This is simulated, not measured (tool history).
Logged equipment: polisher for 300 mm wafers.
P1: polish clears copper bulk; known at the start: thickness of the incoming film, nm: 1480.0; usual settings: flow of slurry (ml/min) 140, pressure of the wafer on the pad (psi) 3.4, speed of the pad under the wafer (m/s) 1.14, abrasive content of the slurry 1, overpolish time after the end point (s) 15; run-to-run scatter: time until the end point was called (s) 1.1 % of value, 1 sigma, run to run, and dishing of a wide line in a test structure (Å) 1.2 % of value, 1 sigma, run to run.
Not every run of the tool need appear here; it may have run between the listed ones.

run,hour,flow of slurry (ml/min),pressure of the wafer on the pad (psi),speed of the pad under the wafer (m/s),abrasive content of the slurry,overpolish time after the end point (s),wafers polished on this pad,hours since the slurry nozzle was cleaned,hours since the head pressure was calibrated,hours since the slurry blender was calibrated,time until the end point was called (s),dishing of a wide line in a test structure (Å)
1,2.9,140,3.4,1.14,1,15,454,87,146.1,90.1,125.02,732.73
2,7,140,3.4,1.14,1.4,15,477,91.1,150.2,94.2,117.3,755.23
3,12,210,3.4,1.14,1,15,506,96.1,155.2,99.2,116.81,739.64
4,16.6,140,3.4,1.56,1.45,15,532,100.7,159.8,103.8,84.103,837.02
5,21.6,180,1.8,1.14,1,15,560,105.7,164.8,108.8,221.62,493.25
6,25.8,140,3.4,1.14,0.65,15,584,109.9,169,113,136.85,702.09
7,31,140,3.4,1.14,1,24,613,115.1,174.2,118.2,123.55,841.47
8,35.4,140,3.4,1.14,1,15,638,119.5,178.6,122.6,126.34,734.13
9,40.6,140,3.4,1.14,1,4,668,124.7,183.8,127.8,127.69,314.47
10,44.6,85,3.4,1.14,1,15,691,128.7,187.8,131.8,141.1,698.76
11,48.4,140,3.4,1.14,1,15,712,132.5,191.6,135.6,126.98,744.13
12,51.7,140,3.4,1.14,1,15,731,135.8,194.9,138.9,122.58,728.59
13,55.2,140,3.4,1.72,1,15,751,139.3,198.4,142.4,83.201,838.49
14,58.2,140,3.4,1.14,1,15,768,142.3,201.4,145.4,126.68,731.89
15,61.8,140,5.3,1.14,1,15,788,145.9,205,149,81.402,921.44
16,64.5,140,3.4,0.52,1,15,804,148.6,207.7,151.7,275.96,475.91
17,67.8,140,2.4,1.14,1,15,822,151.9,211,155,178.24,584.15
18,71.8,140,3.4,1.14,1,15,845,155.9,215,159,126.66,723.17
19,77.3,140,3.4,1.14,1,15,876,161.4,220.5,164.5,127.07,717.88
20,81.8,140,3.4,1.14,1,15,902,165.9,225,169,132.83,720.13
21,87.5,140,3.4,1.14,1,15,934,171.6,230.7,174.7,134.27,699.98
# hour 90: head pressure recalibrated
22,93.3,140,3.4,1.14,1,15,967,177.4,3.4,180.5,134.14,715.53
23,96.2,140,3.4,1.14,1,15,984,180.3,6.3,183.4,134.78,694.64
24,101.5,140,3.4,1.14,1,15,1014,185.6,11.6,188.7,135.77,705.61
25,106.3,140,3.4,1.14,1,15,1041,190.4,16.4,193.5,133.84,709.59
# hour 108.1: slurry blender recalibrated
26,111.5,140,3.4,1.14,1,15,1071,195.6,21.6,3.5,134.05,695.73
27,117.2,140,3.4,1.14,1,15,1103,201.3,27.3,9.2,134.3,700.59
28,120.2,140,3.4,1.14,1,15,1120,204.3,30.3,12.2,136.12,708.21

What P1 gives has crept away from where it was. These 2 causes fit the log equally well, each at the size given:
A: removal rate lost through wear of the pad, % = 7.57
B: slurry flow missing at the pad, % = 30.4
The onset of the drift is placed at about hour 71.8.
Every other cause this tool's parts could produce, and why it does not fit the log:
head's pressure below its setpoint, %: work on it at hour 90, done after the drift set in, did not restore what the process gave before
abrasive missing from the slurry, %: work on it at hour 108.1, done after the drift set in, did not restore what the process gave before

4 check runs are offered, each on 5 wafers whose results are averaged, their results left as question marks. Which one tells the causes apart?
check 1,123.2,85,2.6,1.14,1,15,,,,,?,?
check 2,123.2,140,3.4,1.14,1.3,6,,,,,?,?
check 3,123.2,140,3.4,0.6,1,15,,,,,?,?
check 4,123.2,140,3.4,1.5,1,15,,,,,?,?

If the cause were each of the candidates in turn, the checks would give the following:
check,result,if A,if B
check 1,time until the end point was called (s),199.56,208.3
check 1,dishing of a wide line in a test structure (Å),558.52,544.99
check 2,time until the end point was called (s),128.39,128.4
check 2,dishing of a wide line in a test structure (Å),421.29,421.26
check 3,time until the end point was called (s),258.26,258.29
check 3,dishing of a wide line in a test structure (Å),490.57,490.54
check 4,time until the end point was called (s),103.31,103.31
check 4,dishing of a wide line in a test structure (Å),787,786.98
Gap, in per cent, between the two causes that each check separates least, read from the result that separates them most: check 1 4.29 %; check 2 0.01 %; check 3 0.01 %; check 4 0.01 %
The other checks would show nearly matching results whichever cause is true, so check 1 is the only one that separates the causes.

After running check 1, the following was obtained: time until the end point was called (s) 199.32; dishing of a wide line in a test structure (Å) 559.55. Which cause does this point to?

Of the candidate causes, it is A: removal rate lost through wear of the pad, %.
